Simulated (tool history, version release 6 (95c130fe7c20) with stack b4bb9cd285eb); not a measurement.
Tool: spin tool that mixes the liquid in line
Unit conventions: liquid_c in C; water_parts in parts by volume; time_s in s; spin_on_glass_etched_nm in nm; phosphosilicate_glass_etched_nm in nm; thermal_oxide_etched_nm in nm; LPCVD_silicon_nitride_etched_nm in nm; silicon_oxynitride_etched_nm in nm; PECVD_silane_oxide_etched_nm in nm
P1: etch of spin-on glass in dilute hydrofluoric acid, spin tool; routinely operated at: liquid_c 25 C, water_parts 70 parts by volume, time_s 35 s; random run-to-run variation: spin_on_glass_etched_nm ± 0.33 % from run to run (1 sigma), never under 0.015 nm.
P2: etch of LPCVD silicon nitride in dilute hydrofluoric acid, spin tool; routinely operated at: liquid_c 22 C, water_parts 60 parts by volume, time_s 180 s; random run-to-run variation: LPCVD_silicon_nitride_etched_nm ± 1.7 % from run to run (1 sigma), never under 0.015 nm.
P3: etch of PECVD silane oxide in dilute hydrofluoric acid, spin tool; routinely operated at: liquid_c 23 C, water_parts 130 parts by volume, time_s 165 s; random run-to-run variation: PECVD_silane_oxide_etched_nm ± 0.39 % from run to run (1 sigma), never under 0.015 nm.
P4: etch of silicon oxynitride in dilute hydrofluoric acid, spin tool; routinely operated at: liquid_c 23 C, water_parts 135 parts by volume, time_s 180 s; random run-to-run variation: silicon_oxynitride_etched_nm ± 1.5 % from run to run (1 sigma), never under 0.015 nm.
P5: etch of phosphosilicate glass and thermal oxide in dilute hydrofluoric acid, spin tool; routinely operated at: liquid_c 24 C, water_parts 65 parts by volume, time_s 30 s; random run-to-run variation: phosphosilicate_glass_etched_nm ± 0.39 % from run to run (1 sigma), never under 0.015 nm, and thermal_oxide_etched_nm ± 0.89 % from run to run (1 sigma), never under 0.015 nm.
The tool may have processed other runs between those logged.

run     day  process  liquid_c  water_parts  time_s  spin_on_glass_etched_nm  phosphosilicate_glass_etched_nm  thermal_oxide_etched_nm  LPCVD_silicon_nitride_etched_nm  silicon_oxynitride_etched_nm  PECVD_silane_oxide_etched_nm
  1   0.188       P1        25           70      35                   25.564
  2   0.488       P5        32           65      30                                                    70.214                   3.2795
  3   0.804       P2        22           60     360                                                                                                              2.6552
  4   0.967       P2      17.5           60     180                                                                                                             0.97055
  5   1.312       P1      33.5           70      35                   35.795
  6   1.642       P1        25           70      15                   10.983
  7    1.85       P4        23          135     180                                                                                                                                            1.7909
  8   2.008       P1        25          115      65                   27.347
  9   2.267       P1      28.5           70      65                   54.436
 10   2.421       P2        22           60     180                                                                                                              1.3302
 11   2.679       P3        23           30     165                                                                                                                                                                          187.65
 12   2.858       P1        25           70      35                   25.596
 13   3.108       P1        25           70      65                   47.528
 14   3.454       P4        23          135      95                                                                                                                                           0.90539
 15   3.762       P1        25           70      35                   25.716
 16   4.104       P5        24           65      30                                                    51.157                   2.3755
 17   4.308       P1        25          110      35                   15.497
 18   4.496       P5        24           90      30                                                     35.59                   1.6496
 19   4.754       P2        22           20     180                                                                                                              3.8101
 20   5.008       P4        23          135     180                                                                                                                                            1.7907
 21   5.296       P1        25           70      35                   25.563
 22   5.483       P4        31          135     180                                                                                                                                            2.5516
 23   5.646       P3        23          130     265                                                                                                                                                                           61.26
 24   5.925       P1        25           25      35                   76.528
 25   6.262       P4        23          240     180                                                                                                                                           0.93896
 26     6.5       P5        24           65      50                                                    85.636                   3.9842
 27   6.833       P3        29          130     165                                                                                                                                                                          47.911
 28   7.033       P1        21           70      35                   21.826
 29   7.217       P3        23          130     165                                                                                                                                                                          38.276
 30    7.45       P1        25           70      35                   25.675
 31   7.617       P1        25           70      35                    26.05
 32   7.896       P1        25           70      35                   26.359
 33   8.104       P1        25           70      35                   26.805
 34     8.3       P1        25           70      35                   26.939
 35   8.629       P1        25           70      35                   27.031
 36   8.862       P1        25           70      35                   27.173
 37   9.104       P1        25           70      35                   27.121
 38   9.283       P1        25           70      35                   27.189
 39   9.608       P1        25           70      35                   27.413
 40   9.908       P1        25           70      35                   27.309
 41  10.067       P1        25           70      35                   27.352

P1 no longer gives what it gave before; its output has crept away from where it was. The following 2 causes, each at its listed size, fit the log equally well:
A: liquid hotter than its thermometer reads (K) = 1.64
B: hydrofluoric acid flow above the setpoint (%) = 6.18
The creep began at about day 7.45.

You are offered 4 check runs, listed below with question marks in place of their results; each one averages 5 wafers. Which run separates the listed causes by giving clearly different results for each?
check 1  10.225       P3      26.5           35     165                                                                                                                                                                               ?
check 2  10.225       P2        22           30     180                                                                                                                   ?
check 3  10.225       P4        31          240     180                                                                                                                                                 ?
check 4  10.225       P5        29           65      30                                                         ?                        ?

Check results expected under each cause:
  check                           result    if A    if B
check 1     PECVD_silane_oxide_etched_nm  196.65  195.93
check 2  LPCVD_silicon_nitride_etched_nm  2.8665  2.7138
check 3     silicon_oxynitride_etched_nm  1.3951  1.4045
check 4  phosphosilicate_glass_etched_nm   66.42  66.547
check 4          thermal_oxide_etched_nm   3.087  3.0929
Minimum pairwise separation of causes per check, each pair taken at its best-separating result: check 1 0.37 %; check 2 5.48 %; check 3 0.67 %; check 4 0.19 %
The causes can be told apart only by check 2. The other checks would give nearly the same results under each of them.

The results of check 2 are: LPCVD_silicon_nitride_etched_nm 2.8515 nm. Based on these, which of the listed causes is it?

A is the cause: liquid hotter than its thermometer reads (K).
